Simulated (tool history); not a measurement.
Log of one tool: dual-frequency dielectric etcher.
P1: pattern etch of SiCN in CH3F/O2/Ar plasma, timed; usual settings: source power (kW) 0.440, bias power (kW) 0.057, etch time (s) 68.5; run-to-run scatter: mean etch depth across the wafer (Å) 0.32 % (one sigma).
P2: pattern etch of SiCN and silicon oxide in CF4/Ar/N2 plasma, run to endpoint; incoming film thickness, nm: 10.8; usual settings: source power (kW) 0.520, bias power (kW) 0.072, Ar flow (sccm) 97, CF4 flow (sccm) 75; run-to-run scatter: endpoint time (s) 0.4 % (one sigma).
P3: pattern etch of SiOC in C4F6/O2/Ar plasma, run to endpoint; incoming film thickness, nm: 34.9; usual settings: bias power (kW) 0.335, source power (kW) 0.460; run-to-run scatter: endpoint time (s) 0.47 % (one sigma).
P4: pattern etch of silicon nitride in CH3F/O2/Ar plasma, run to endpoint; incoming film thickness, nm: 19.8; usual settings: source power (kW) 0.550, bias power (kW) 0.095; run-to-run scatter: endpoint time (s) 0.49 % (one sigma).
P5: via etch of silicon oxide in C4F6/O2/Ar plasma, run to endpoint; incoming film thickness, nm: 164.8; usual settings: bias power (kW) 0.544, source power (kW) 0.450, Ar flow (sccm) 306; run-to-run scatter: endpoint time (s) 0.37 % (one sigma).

| run | hour | process that ran | source power (kW) | bias power (kW) | etch time (s) | Ar flow (sccm) | CF4 flow (sccm) | hours since the last wet clean | hours since the last source power generator calibration | hours since the last bias power generator calibration | mean etch depth across the wafer (Å) | endpoint time (s) |
|---|---|---|---|---|---|---|---|---|---|---|---|---|
| 1 | 6.0 | P1 | 0.440 | 0.057 | 68.5 |  |  | 264.7 | 354.6 | 2279.9 | 233.03 |  |
| 2 | 15.4 | P5 | 0.450 | 0.684 |  | 306 |  | 274.1 | 364.0 | 2289.3 |  | 30.0990 |
| 3 | 20.3 | P4 | 0.700 | 0.095 |  |  |  | 279.0 | 368.9 | 2294.2 |  | 20.9320 |
| 4 | 28.7 | P2 | 0.520 | 0.046 |  | 97 | 75 | 287.4 | 377.3 | 2302.6 |  | 12.5580 |
|  | 29.5 | source power generator calibrated |
| 5 | 39.0 | P5 | 0.450 | 0.544 |  | 306 |  | 297.7 | 9.6 | 2312.9 |  | 32.9870 |
| 6 | 46.2 | P2 | 0.520 | 0.072 |  | 97 | 75 | 304.9 | 16.8 | 2320.1 |  | 10.9290 |
| 7 | 57.1 | P1 | 0.440 | 0.057 | 68.5 |  |  | 315.8 | 27.7 | 2331.0 | 234.16 |  |
| 8 | 64.2 | P3 | 0.310 | 0.335 |  |  |  | 322.9 | 34.8 | 2338.1 |  | 14.8190 |
| 9 | 72.7 | P5 | 0.450 | 0.544 |  | 306 |  | 331.4 | 43.3 | 2346.6 |  | 32.9240 |
| 10 | 81.3 | P3 | 0.460 | 0.461 |  |  |  | 340.0 | 51.9 | 2355.2 |  | 11.4100 |
| 11 | 91.3 | P1 | 0.440 | 0.046 | 68.5 |  |  | 350.0 | 61.9 | 2365.2 | 216.91 |  |
| 12 | 102.2 | P1 | 0.560 | 0.048 | 68.5 |  |  | 360.9 | 72.8 | 2376.1 | 242.97 |  |
| 13 | 107.4 | P1 | 0.530 | 0.038 | 68.5 |  |  | 366.1 | 78.0 | 2381.3 | 220.87 |  |
| 14 | 112.8 | P4 | 0.550 | 0.095 |  |  |  | 371.5 | 83.4 | 2386.7 |  | 23.0010 |
| 15 | 123.3 | P1 | 0.440 | 0.057 | 68.5 |  |  | 382.0 | 93.9 | 2397.2 | 233.84 |  |
| 16 | 129.6 | P1 | 0.570 | 0.057 | 68.5 |  |  | 388.3 | 100.2 | 2403.5 | 258.67 |  |
|  | 131.2 | bias power generator calibrated |
| 17 | 140.7 | P4 | 0.550 | 0.095 |  |  |  | 399.4 | 111.3 | 9.5 |  | 23.1400 |
| 18 | 145.8 | P1 | 0.440 | 0.076 | 68.5 |  |  | 404.5 | 116.4 | 14.6 | 257.22 |  |
| 19 | 156.2 | P1 | 0.440 | 0.057 | 68.5 |  |  | 414.9 | 126.8 | 25.0 | 233.65 |  |
| 20 | 161.4 | P2 | 0.520 | 0.072 |  | 116 | 75 | 420.1 | 132.0 | 30.2 |  | 11.2620 |
| 21 | 168.5 | P5 | 0.360 | 0.544 |  | 306 |  | 427.2 | 139.1 | 37.3 |  | 35.8070 |
| 22 | 177.0 | P1 | 0.440 | 0.057 | 91.0 |  |  | 435.7 | 147.6 | 45.8 | 311.14 |  |
| 23 | 186.1 | P2 | 0.520 | 0.072 |  | 97 | 93 | 444.8 | 156.7 | 54.9 |  | 10.6280 |
| 24 | 194.8 | P1 | 0.540 | 0.057 | 84.0 |  |  | 453.5 | 165.4 | 63.6 | 312.33 |  |
| 25 | 200.5 | P2 | 0.710 | 0.072 |  | 97 | 75 | 459.2 | 171.1 | 69.3 |  | 8.3783 |
| 26 | 206.5 | P1 | 0.440 | 0.057 | 37.5 |  |  | 465.2 | 177.1 | 75.3 | 128.18 |  |
| 27 | 214.1 | P3 | 0.460 | 0.335 |  |  |  | 472.8 | 184.7 | 82.9 |  | 12.7310 |
| 28 | 224.8 | P1 | 0.340 | 0.057 | 68.5 |  |  | 483.5 | 195.4 | 93.6 | 210.80 |  |
| 29 | 232.1 | P5 | 0.450 | 0.544 |  | 230 |  | 490.8 | 202.7 | 100.9 |  | 31.8550 |
| 30 | 241.0 | P1 | 0.440 | 0.057 | 68.5 |  |  | 499.7 | 211.6 | 109.8 | 234.65 |  |
| 31 | 251.1 | P4 | 0.550 | 0.064 |  |  |  | 509.8 | 221.7 | 119.9 |  | 26.4970 |
| 32 | 261.1 | P1 | 0.440 | 0.057 | 68.5 |  |  | 519.8 | 231.7 | 129.9 | 232.20 |  |
| 33 | 270.2 | P1 | 0.440 | 0.057 | 68.5 |  |  | 528.9 | 240.8 | 139.0 | 232.76 |  |
| 34 | 281.4 | P1 | 0.440 | 0.057 | 68.5 |  |  | 540.1 | 252.0 | 150.2 | 230.09 |  |
| 35 | 292.7 | P1 | 0.440 | 0.057 | 68.5 |  |  | 551.4 | 263.3 | 161.5 | 230.34 |  |
| 36 | 302.3 | P1 | 0.440 | 0.057 | 68.5 |  |  | 561.0 | 272.9 | 171.1 | 230.53 |  |
| 37 | 312.2 | P1 | 0.440 | 0.057 | 68.5 |  |  | 570.9 | 282.8 | 181.0 | 229.19 |  |
| 38 | 319.6 | P1 | 0.440 | 0.057 | 68.5 |  |  | 578.3 | 290.2 | 188.4 | 229.49 |  |
| 39 | 329.9 | P1 | 0.440 | 0.057 | 68.5 |  |  | 588.6 | 300.5 | 198.7 | 228.92 |  |
| 40 | 335.2 | P1 | 0.440 | 0.057 | 68.5 |  |  | 593.9 | 305.8 | 204.0 | 228.84 |  |
|  | 335.3 | wet clean of the chamber |
| 41 | 345.7 | P1 | 0.440 | 0.057 | 68.5 |  |  | 10.4 | 316.3 | 214.5 | 229.77 |  |
| 42 | 354.8 | P1 | 0.440 | 0.057 | 68.5 |  |  | 19.5 | 325.4 | 223.6 | 230.85 |  |
| 43 | 363.9 | P1 | 0.440 | 0.057 | 68.5 |  |  | 28.6 | 334.5 | 232.7 | 230.50 |  |

What P1 gives has crept away from where it was. These 2 causes fit the log equally well, each at the size given:
A: bias power that arrives under what is set, % = 4.78
B: source power that arrives under what is set, % = 4.14
The creep began at about hour 261.1.
Why every other cause is out:
chamber walls in a state that lowers the etch rate, %: serviced at hour 335.3, which brought nothing back

4 check runs are offered, each on 2 wafers whose results are averaged, their results left as question marks. Which one tells the causes apart?
| check 1 | 373.0 | P4 | 0.550 | 0.095 |  |  |  |  |  |  |  | ? |
| check 2 | 373.0 | P2 | 0.520 | 0.072 |  | 97 | 75 |  |  |  |  | ? |
| check 3 | 373.0 | P3 | 0.460 | 0.335 |  |  |  |  |  |  |  | ? |
| check 4 | 373.0 | P5 | 0.450 | 0.544 |  | 306 |  |  |  |  |  | ? |

What each check would give under each cause:
| check | result | if A | if B |
|---|---|---|---|
| check 1 | endpoint time (s) | 23.5060 | 23.4730 |
| check 2 | endpoint time (s) | 11.1510 | 11.3920 |
| check 3 | endpoint time (s) | 12.9670 | 12.9530 |
| check 4 | endpoint time (s) | 33.4240 | 33.3310 |
How far apart the two closest causes lie, in the result that separates them most: check 1 0.14 %; check 2 2.14 %; check 3 0.1 %; check 4 0.28 %
Check 2 tells the causes apart: in the others they would give nearly the same result.

Then check 2 was run and gave: endpoint time (s) 11.1820. Which cause is it?

It is A: bias power that arrives under what is set, %.
